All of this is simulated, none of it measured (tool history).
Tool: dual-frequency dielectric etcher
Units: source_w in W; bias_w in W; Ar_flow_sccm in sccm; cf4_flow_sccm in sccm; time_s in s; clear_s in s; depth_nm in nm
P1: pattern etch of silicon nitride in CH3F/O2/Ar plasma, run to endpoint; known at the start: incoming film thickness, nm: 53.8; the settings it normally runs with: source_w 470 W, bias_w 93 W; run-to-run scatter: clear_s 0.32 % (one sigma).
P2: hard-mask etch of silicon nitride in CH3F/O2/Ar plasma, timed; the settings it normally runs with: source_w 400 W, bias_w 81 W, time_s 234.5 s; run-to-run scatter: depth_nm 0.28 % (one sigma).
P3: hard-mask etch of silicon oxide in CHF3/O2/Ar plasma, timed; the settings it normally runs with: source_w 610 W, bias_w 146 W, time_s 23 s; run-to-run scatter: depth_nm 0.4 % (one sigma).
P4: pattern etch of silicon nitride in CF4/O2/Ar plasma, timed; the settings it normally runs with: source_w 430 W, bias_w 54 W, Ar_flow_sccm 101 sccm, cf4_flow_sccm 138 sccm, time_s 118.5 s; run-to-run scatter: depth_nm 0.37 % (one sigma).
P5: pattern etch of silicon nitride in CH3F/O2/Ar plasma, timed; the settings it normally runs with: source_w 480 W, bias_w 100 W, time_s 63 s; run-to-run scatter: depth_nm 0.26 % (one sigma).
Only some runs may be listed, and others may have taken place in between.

Run 1, hour 4.6: process P1, source_w 470 W, bias_w 93 W. Result: clear_s 66.975 s.
Run 2, hour 8.2: process P4, source_w 430 W, bias_w 36 W, Ar_flow_sccm 101 sccm, cf4_flow_sccm 138 sccm, time_s 118.5 s. Result: depth_nm 184.37 nm.
Run 3, hour 11.4: process P2, source_w 400 W, bias_w 81 W, time_s 329.5 s. Result: depth_nm 231.5 nm.
Run 4, hour 16.4: process P2, source_w 400 W, bias_w 96 W, time_s 234.5 s. Result: depth_nm 175.25 nm.
Run 5, hour 21.6: process P4, source_w 430 W, bias_w 54 W, Ar_flow_sccm 101 sccm, cf4_flow_sccm 91 sccm, time_s 118.5 s. Result: depth_nm 203.2 nm.
Run 6, hour 26.6: process P4, source_w 430 W, bias_w 54 W, Ar_flow_sccm 101 sccm, cf4_flow_sccm 138 sccm, time_s 118.5 s. Result: depth_nm 213.07 nm.
Run 7, hour 31: process P1, source_w 620 W, bias_w 108 W. Result: clear_s 57.714 s.
Run 8, hour 34.5: process P3, source_w 610 W, bias_w 110 W, time_s 23 s. Result: depth_nm 38.362 nm.
Run 9, hour 40.3: process P1, source_w 470 W, bias_w 93 W. Result: clear_s 67.392 s.
Run 10, hour 43.8: process P3, source_w 610 W, bias_w 146 W, time_s 23 s. Result: depth_nm 41.986 nm.
Run 11, hour 47.9: process P5, source_w 620 W, bias_w 100 W, time_s 63 s. Result: depth_nm 57.915 nm.
Run 12, hour 53.2: process P5, source_w 480 W, bias_w 76 W, time_s 63 s. Result: depth_nm 48.048 nm.
Run 13, hour 57.9: process P1, source_w 580 W, bias_w 113 W. Result: clear_s 57.856 s.
Run 14, hour 61.8: process P3, source_w 760 W, bias_w 146 W, time_s 23 s. Result: depth_nm 45.921 nm.
Run 15, hour 65.6: process P1, source_w 470 W, bias_w 126 W. Result: clear_s 60.188 s.
Run 16, hour 70: process P1, source_w 350 W, bias_w 93 W. Result: clear_s 75.346 s.
Run 17, hour 75.9: process P1, source_w 470 W, bias_w 93 W. Result: clear_s 67.256 s.
Run 18, hour 81.1: process P1, source_w 470 W, bias_w 93 W. Result: clear_s 67.343 s.
Run 19, hour 86.1: process P4, source_w 260 W, bias_w 54 W, Ar_flow_sccm 101 sccm, cf4_flow_sccm 138 sccm, time_s 118.5 s. Result: depth_nm 136.6 nm.
Run 20, hour 90.8: process P2, source_w 400 W, bias_w 81 W, time_s 234.5 s. Result: depth_nm 164.93 nm.
Run 21, hour 94.9: process P2, source_w 320 W, bias_w 81 W, time_s 234.5 s. Result: depth_nm 151 nm.
Run 22, hour 99.2: process P5, source_w 480 W, bias_w 100 W, time_s 46.5 s. Result: depth_nm 39.062 nm.
Run 23, hour 101.9: process P5, source_w 480 W, bias_w 100 W, time_s 63 s. Result: depth_nm 53.213 nm.
Run 24, hour 107.8: process P3, source_w 610 W, bias_w 146 W, time_s 33 s. Result: depth_nm 60.602 nm.
Run 25, hour 110.9: process P4, source_w 430 W, bias_w 54 W, Ar_flow_sccm 130 sccm, cf4_flow_sccm 138 sccm, time_s 118.5 s. Result: depth_nm 207.63 nm.
Run 26, hour 116.6: process P3, source_w 610 W, bias_w 146 W, time_s 23 s. Result: depth_nm 42.11 nm.
Run 27, hour 119.9: process P1, source_w 470 W, bias_w 93 W. Result: clear_s 67.199 s.
Run 28, hour 123.3: process P1, source_w 470 W, bias_w 93 W. Result: clear_s 67.072 s.
Run 29, hour 127.1: process P1, source_w 570 W, bias_w 93 W. Result: clear_s 62.599 s.
Run 30, hour 129.9: process P4, source_w 430 W, bias_w 54 W, Ar_flow_sccm 101 sccm, cf4_flow_sccm 138 sccm, time_s 65 s. Result: depth_nm 116.49 nm.

Predict the results of run 31:
Run 31, hour 135.3: process P1, source_w 470 W, bias_w 62 W. Result: clear_s ?.

{"run 31": {"clear_s": 76.842}}
